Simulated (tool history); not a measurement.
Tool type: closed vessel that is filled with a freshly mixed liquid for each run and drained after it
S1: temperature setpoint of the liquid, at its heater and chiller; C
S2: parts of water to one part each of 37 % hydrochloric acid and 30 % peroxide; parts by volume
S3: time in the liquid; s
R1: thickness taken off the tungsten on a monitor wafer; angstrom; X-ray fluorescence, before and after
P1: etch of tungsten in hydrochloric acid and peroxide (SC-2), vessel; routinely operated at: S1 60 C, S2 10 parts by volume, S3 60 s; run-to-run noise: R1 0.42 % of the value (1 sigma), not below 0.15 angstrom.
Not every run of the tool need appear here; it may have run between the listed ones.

{"run": 1, "day": 0.354, "S1": 60, "S2": 10, "S3": 60, "R1": 147.6}
{"run": 2, "day": 0.667, "S1": 60, "S2": 4, "S3": 60, "R1": 297.47}
{"run": 3, "day": 1.254, "S1": 60, "S2": 10, "S3": 30, "R1": 74.561}
{"run": 4, "day": 1.879, "S1": 47.5, "S2": 10, "S3": 60, "R1": 66.224}
{"run": 5, "day": 2.192, "S1": 60, "S2": 10, "S3": 60, "R1": 148.2}
{"run": 6, "day": 2.775, "S1": 60, "S2": 17, "S3": 60, "R1": 93.912}
{"run": 7, "day": 3.271, "S1": 60, "S2": 10, "S3": 60, "R1": 148.59}
{"run": 8, "day": 3.604, "S1": 72, "S2": 10, "S3": 60, "R1": 308.48}
{"run": 9, "day": 3.95, "S1": 60, "S2": 10, "S3": 60, "R1": 149.06}
{"run": 10, "day": 4.433, "S1": 60, "S2": 10, "S3": 110, "R1": 271.77}
{"run": 11, "day": 4.992, "S1": 60, "S2": 17, "S3": 30, "R1": 47.171}
{"run": 12, "day": 5.271, "S1": 71, "S2": 10, "S3": 30, "R1": 144.99}
{"run": 13, "day": 5.733, "S1": 60, "S2": 10, "S3": 60, "R1": 148.82}
{"run": 14, "day": 6.038, "S1": 60, "S2": 10, "S3": 60, "R1": 149.45}
{"run": 15, "day": 6.621, "S1": 60, "S2": 10, "S3": 60, "R1": 152.72}
{"run": 16, "day": 7.183, "S1": 60, "S2": 10, "S3": 60, "R1": 155.97}
{"run": 17, "day": 7.754, "S1": 60, "S2": 10, "S3": 60, "R1": 157.05}
{"run": 18, "day": 8.096, "S1": 60, "S2": 10, "S3": 60, "R1": 159.01}
{"run": 19, "day": 8.658, "S1": 60, "S2": 10, "S3": 60, "R1": 159.53}
{"run": 20, "day": 9.258, "S1": 60, "S2": 10, "S3": 60, "R1": 159.49}
{"run": 21, "day": 9.554, "S1": 60, "S2": 10, "S3": 60, "R1": 159.19}
{"run": 22, "day": 10.188, "S1": 60, "S2": 10, "S3": 60, "R1": 159.55}
{"run": 23, "day": 10.562, "S1": 60, "S2": 10, "S3": 60, "R1": 160.37}
{"run": 24, "day": 11.025, "S1": 60, "S2": 10, "S3": 60, "R1": 158.97}
{"run": 25, "day": 11.433, "S1": 60, "S2": 10, "S3": 60, "R1": 160.39}

The log shows P1 creeping away from where it was. Any of the 2 causes listed here, at the size stated for it, fits the log just as well as the others:
A: liquid hotter than its thermometer reads (K) = 1.21
B: chemicals flow above the setpoint (%) = 9.5
At approximately day 6.038, the process output began to creep.
Each remaining cause and why it is not a fit:
peroxide weaker than its label (%): at its largest 8, which would move R1 by -7.4 %, too little to match the creep or of the wrong sign

The 4 check runs listed below each average the results of 3 wafers, and their outcomes are marked with question marks. Under which run would the listed causes produce clearly different results?
{"run": "check 1", "day": 11.842, "S1": 72, "S2": 10, "S3": 100, "R1": "?"}
{"run": "check 2", "day": 11.842, "S1": 60, "S2": 14.5, "S3": 60, "R1": "?"}
{"run": "check 3", "day": 11.842, "S1": 50.5, "S2": 4, "S3": 60, "R1": "?"}
{"run": "check 4", "day": 11.842, "S1": 60, "S2": 17, "S3": 35, "R1": "?"}

Expected result of each check under each candidate cause:
check=check_1 result=R1 if_A=550.32 if_B=552.86
check=check_2 result=R1 if_A=116.72 if_B=117.15
check=check_3 result=R1 if_A=174.58 if_B=171.03
check=check_4 result=R1 if_A=59.126 if_B=59.433
Separation of the two closest causes in each check, using whichever result separates them best: check 1 0.46 %; check 2 0.37 %; check 3 2.06 %; check 4 0.52 %
Check 3 distinguishes between the causes, while the remaining checks would return nearly the same result for all of them.

After running check 3, the following was obtained: R1 170.9 angstrom. Which cause does this point to?

It was cause B: chemicals flow above the setpoint (%).

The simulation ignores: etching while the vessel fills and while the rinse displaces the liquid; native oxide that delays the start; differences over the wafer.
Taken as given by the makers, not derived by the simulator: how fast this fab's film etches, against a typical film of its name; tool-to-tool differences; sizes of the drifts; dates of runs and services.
